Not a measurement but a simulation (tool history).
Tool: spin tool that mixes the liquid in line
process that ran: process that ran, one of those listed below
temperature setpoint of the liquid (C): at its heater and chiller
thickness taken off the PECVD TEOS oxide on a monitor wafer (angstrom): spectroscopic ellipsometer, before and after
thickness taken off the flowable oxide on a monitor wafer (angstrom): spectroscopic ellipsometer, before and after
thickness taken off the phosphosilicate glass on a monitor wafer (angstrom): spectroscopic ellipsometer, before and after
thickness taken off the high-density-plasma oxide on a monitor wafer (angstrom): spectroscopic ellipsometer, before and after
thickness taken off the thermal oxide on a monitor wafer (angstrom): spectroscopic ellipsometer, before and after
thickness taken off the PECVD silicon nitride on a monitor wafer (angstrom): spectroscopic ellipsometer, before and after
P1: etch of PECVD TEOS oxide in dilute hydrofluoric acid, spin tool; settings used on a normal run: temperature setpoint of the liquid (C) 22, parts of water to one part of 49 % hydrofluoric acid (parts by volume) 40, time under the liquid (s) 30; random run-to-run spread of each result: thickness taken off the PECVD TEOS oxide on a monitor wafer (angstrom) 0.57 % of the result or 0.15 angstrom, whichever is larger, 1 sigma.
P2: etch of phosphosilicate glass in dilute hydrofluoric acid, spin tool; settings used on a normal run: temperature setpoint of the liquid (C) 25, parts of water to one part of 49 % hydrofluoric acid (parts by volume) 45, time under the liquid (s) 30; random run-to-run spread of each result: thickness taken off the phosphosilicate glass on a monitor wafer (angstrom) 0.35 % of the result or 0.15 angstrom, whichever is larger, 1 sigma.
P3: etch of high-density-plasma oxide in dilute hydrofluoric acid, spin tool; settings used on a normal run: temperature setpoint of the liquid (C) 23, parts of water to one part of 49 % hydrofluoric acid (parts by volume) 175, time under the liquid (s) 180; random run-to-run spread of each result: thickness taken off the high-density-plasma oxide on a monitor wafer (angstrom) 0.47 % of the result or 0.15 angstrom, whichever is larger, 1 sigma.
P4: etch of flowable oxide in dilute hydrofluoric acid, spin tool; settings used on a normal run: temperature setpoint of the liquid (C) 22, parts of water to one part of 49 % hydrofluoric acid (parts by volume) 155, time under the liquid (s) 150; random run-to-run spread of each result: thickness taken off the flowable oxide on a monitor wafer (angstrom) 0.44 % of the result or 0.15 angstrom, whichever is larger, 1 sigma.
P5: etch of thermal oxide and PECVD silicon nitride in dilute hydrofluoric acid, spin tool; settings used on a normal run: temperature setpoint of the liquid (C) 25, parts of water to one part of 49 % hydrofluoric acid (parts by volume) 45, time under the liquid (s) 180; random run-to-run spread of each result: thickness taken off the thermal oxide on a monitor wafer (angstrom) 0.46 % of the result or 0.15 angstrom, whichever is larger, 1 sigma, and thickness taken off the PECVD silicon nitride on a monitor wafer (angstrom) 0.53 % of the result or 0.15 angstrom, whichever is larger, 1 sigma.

run,day,process that ran,temperature setpoint of the liquid (C),parts of water to one part of 49 % hydrofluoric acid (parts by volume),time under the liquid (s),thickness taken off the PECVD TEOS oxide on a monitor wafer (angstrom),thickness taken off the flowable oxide on a monitor wafer (angstrom),thickness taken off the phosphosilicate glass on a monitor wafer (angstrom),thickness taken off the high-density-plasma oxide on a monitor wafer (angstrom),thickness taken off the thermal oxide on a monitor wafer (angstrom),thickness taken off the PECVD silicon nitride on a monitor wafer (angstrom)
1,0.579,P1,22,40,30,95.987,,,,,
2,0.871,P4,22,155,150,,298.06,,,,
3,1.204,P2,25,45,55,,,1878.7,,,
4,1.492,P1,17,40,30,77.885,,,,,
5,2.092,P1,22,40,30,96.533,,,,,
# day 2.533: hydrofluoric acid flow meter replaced
6,2.696,P4,22,155,60,,118.47,,,,
7,3.221,P3,23,175,180,,,,90.131,,
8,3.804,P1,22,20,15,99.224,,,,,
9,4.442,P4,30,155,150,,397.15,,,,
10,4.988,P1,22,40,15,48.857,,,,,
11,5.3,P1,26,40,30,113.21,,,,,
12,5.767,P1,22,40,30,96.143,,,,,
13,6.283,P3,23,40,180,,,,459.9,,
14,6.879,P1,22,70,30,53.738,,,,,
15,7.442,P3,23,175,65,,,,32.5,,
16,7.775,P5,32,45,180,,,,,287.82,201.07
17,8.379,P1,26,40,15,56.997,,,,,
18,8.733,P5,25,45,310,,,,,375.49,220.98
19,9.088,P1,22,40,30,96.004,,,,,
20,9.646,P5,25,45,180,,,,,217.8,128.13
21,10,P3,23,175,180,,,,90.056,,
22,10.308,P1,22,20,30,198.26,,,,,
23,10.942,P5,25,75,180,,,,,124.86,77.678

For run 24, what comes out?
# day 10.971: thermometer replaced
24,11.333,P2,29.5,45,30,,,?,,,

{"run 24": {"thickness taken off the phosphosilicate glass on a monitor wafer (angstrom)": 1223.2}}
